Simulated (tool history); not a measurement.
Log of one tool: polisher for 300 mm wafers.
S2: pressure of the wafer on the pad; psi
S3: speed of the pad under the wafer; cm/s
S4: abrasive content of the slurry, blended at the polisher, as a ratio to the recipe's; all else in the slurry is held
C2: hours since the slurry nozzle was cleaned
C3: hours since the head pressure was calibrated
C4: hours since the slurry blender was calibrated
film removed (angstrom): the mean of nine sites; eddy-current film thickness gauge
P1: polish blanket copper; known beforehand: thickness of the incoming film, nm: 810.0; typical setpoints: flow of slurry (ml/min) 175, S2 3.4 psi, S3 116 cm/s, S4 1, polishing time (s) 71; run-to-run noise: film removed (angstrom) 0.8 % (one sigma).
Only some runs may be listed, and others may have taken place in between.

run 1 hour=7.4 | flow_of_slurry_(ml/min)=175 S2=3.4 S3=116 S4=1 polishing_time_(s)=71 | wafers_polished_on_this_pad=352 C2=133.6 C3=461.1 C4=173.8 | film_removed_(angstrom)=3244.8
run 2 hour=17.7 | flow_of_slurry_(ml/min)=175 S2=3.4 S3=116 S4=1 polishing_time_(s)=71 | wafers_polished_on_this_pad=418 C2=143.9 C3=471.4 C4=184.1 | film_removed_(angstrom)=3259.3
run 3 hour=24.8 | flow_of_slurry_(ml/min)=105 S2=3.4 S3=116 S4=1 polishing_time_(s)=71 | wafers_polished_on_this_pad=463 C2=151 C3=478.5 C4=191.2 | film_removed_(angstrom)=2963.8
run 4 hour=36 | flow_of_slurry_(ml/min)=175 S2=3.4 S3=62 S4=1 polishing_time_(s)=71 | wafers_polished_on_this_pad=535 C2=162.2 C3=489.7 C4=202.4 | film_removed_(angstrom)=1735.2
-- hour=44.4 slurry nozzle cleaned
run 5 hour=48.2 | flow_of_slurry_(ml/min)=260 S2=3.4 S3=116 S4=1 polishing_time_(s)=71 | wafers_polished_on_this_pad=613 C2=3.9 C3=501.9 C4=214.6 | film_removed_(angstrom)=3449.8
run 6 hour=59.2 | flow_of_slurry_(ml/min)=175 S2=5.3 S3=116 S4=1 polishing_time_(s)=71 | wafers_polished_on_this_pad=683 C2=14.9 C3=512.9 C4=225.6 | film_removed_(angstrom)=5088.6
run 7 hour=66 | flow_of_slurry_(ml/min)=175 S2=2.3 S3=116 S4=1 polishing_time_(s)=71 | wafers_polished_on_this_pad=726 C2=21.7 C3=519.7 C4=232.4 | film_removed_(angstrom)=2167.5
run 8 hour=77.9 | flow_of_slurry_(ml/min)=175 S2=3.4 S3=116 S4=1 polishing_time_(s)=71 | wafers_polished_on_this_pad=802 C2=33.6 C3=531.6 C4=244.3 | film_removed_(angstrom)=3212.2
run 9 hour=91.4 | flow_of_slurry_(ml/min)=175 S2=3.4 S3=116 S4=1 polishing_time_(s)=103 | wafers_polished_on_this_pad=889 C2=47.1 C3=545.1 C4=257.8 | film_removed_(angstrom)=4725.9
run 10 hour=105.3 | flow_of_slurry_(ml/min)=175 S2=3.4 S3=116 S4=0.7 polishing_time_(s)=71 | wafers_polished_on_this_pad=977 C2=61 C3=559 C4=271.7 | film_removed_(angstrom)=3002
run 11 hour=119 | flow_of_slurry_(ml/min)=175 S2=3.4 S3=116 S4=1.3 polishing_time_(s)=71 | wafers_polished_on_this_pad=1065 C2=74.7 C3=572.7 C4=285.4 | film_removed_(angstrom)=3418.3
run 12 hour=131 | flow_of_slurry_(ml/min)=120 S2=1.5 S3=116 S4=1 polishing_time_(s)=71 | wafers_polished_on_this_pad=1142 C2=86.7 C3=584.7 C4=297.4 | film_removed_(angstrom)=1342
run 13 hour=142.8 | flow_of_slurry_(ml/min)=175 S2=3.4 S3=176 S4=1 polishing_time_(s)=71 | wafers_polished_on_this_pad=1217 C2=98.5 C3=596.5 C4=309.2 | film_removed_(angstrom)=4896.3
run 14 hour=153.8 | flow_of_slurry_(ml/min)=175 S2=3.4 S3=116 S4=1 polishing_time_(s)=71 | wafers_polished_on_this_pad=1287 C2=109.5 C3=607.5 C4=320.2 | film_removed_(angstrom)=3278.6
run 15 hour=167.1 | flow_of_slurry_(ml/min)=175 S2=3.4 S3=116 S4=1 polishing_time_(s)=47 | wafers_polished_on_this_pad=1372 C2=122.8 C3=620.8 C4=333.5 | film_removed_(angstrom)=2127.5
run 16 hour=175.6 | flow_of_slurry_(ml/min)=175 S2=3.4 S3=116 S4=1 polishing_time_(s)=71 | wafers_polished_on_this_pad=1426 C2=131.3 C3=629.3 C4=342 | film_removed_(angstrom)=3246.4
run 17 hour=189.1 | flow_of_slurry_(ml/min)=175 S2=3.4 S3=116 S4=1 polishing_time_(s)=71 | wafers_polished_on_this_pad=1513 C2=144.8 C3=642.8 C4=355.5 | film_removed_(angstrom)=3261.3
run 18 hour=196.2 | flow_of_slurry_(ml/min)=175 S2=3.4 S3=116 S4=1 polishing_time_(s)=71 | wafers_polished_on_this_pad=1558 C2=151.9 C3=649.9 C4=362.6 | film_removed_(angstrom)=3290.7
run 19 hour=210.1 | flow_of_slurry_(ml/min)=175 S2=3.4 S3=116 S4=1 polishing_time_(s)=71 | wafers_polished_on_this_pad=1647 C2=165.8 C3=663.8 C4=376.5 | film_removed_(angstrom)=3139.7
run 20 hour=223.4 | flow_of_slurry_(ml/min)=175 S2=3.4 S3=116 S4=1 polishing_time_(s)=71 | wafers_polished_on_this_pad=1732 C2=179.1 C3=677.1 C4=389.8 | film_removed_(angstrom)=3110.4
run 21 hour=235.2 | flow_of_slurry_(ml/min)=175 S2=3.4 S3=116 S4=1 polishing_time_(s)=71 | wafers_polished_on_this_pad=1807 C2=190.9 C3=688.9 C4=401.6 | film_removed_(angstrom)=3147.6
-- hour=235.7 head pressure recalibrated
-- hour=241.8 worn pad replaced by a new one
run 22 hour=246.6 | flow_of_slurry_(ml/min)=175 S2=3.4 S3=116 S4=1 polishing_time_(s)=71 | wafers_polished_on_this_pad=30 C2=202.3 C3=11 C4=413 | film_removed_(angstrom)=3063.5
run 23 hour=257.6 | flow_of_slurry_(ml/min)=175 S2=3.4 S3=116 S4=1 polishing_time_(s)=71 | wafers_polished_on_this_pad=101 C2=213.3 C3=22 C4=424 | film_removed_(angstrom)=3103.2

Run 24 is up next; what results do you expect?
run 24 hour=264.1 | flow_of_slurry_(ml/min)=175 S2=3.4 S3=116 S4=1 polishing_time_(s)=71 | wafers_polished_on_this_pad=142 C2=219.8 C3=28.5 C4=430.5 | film_removed_(angstrom)=?

film removed (angstrom): 3111.5
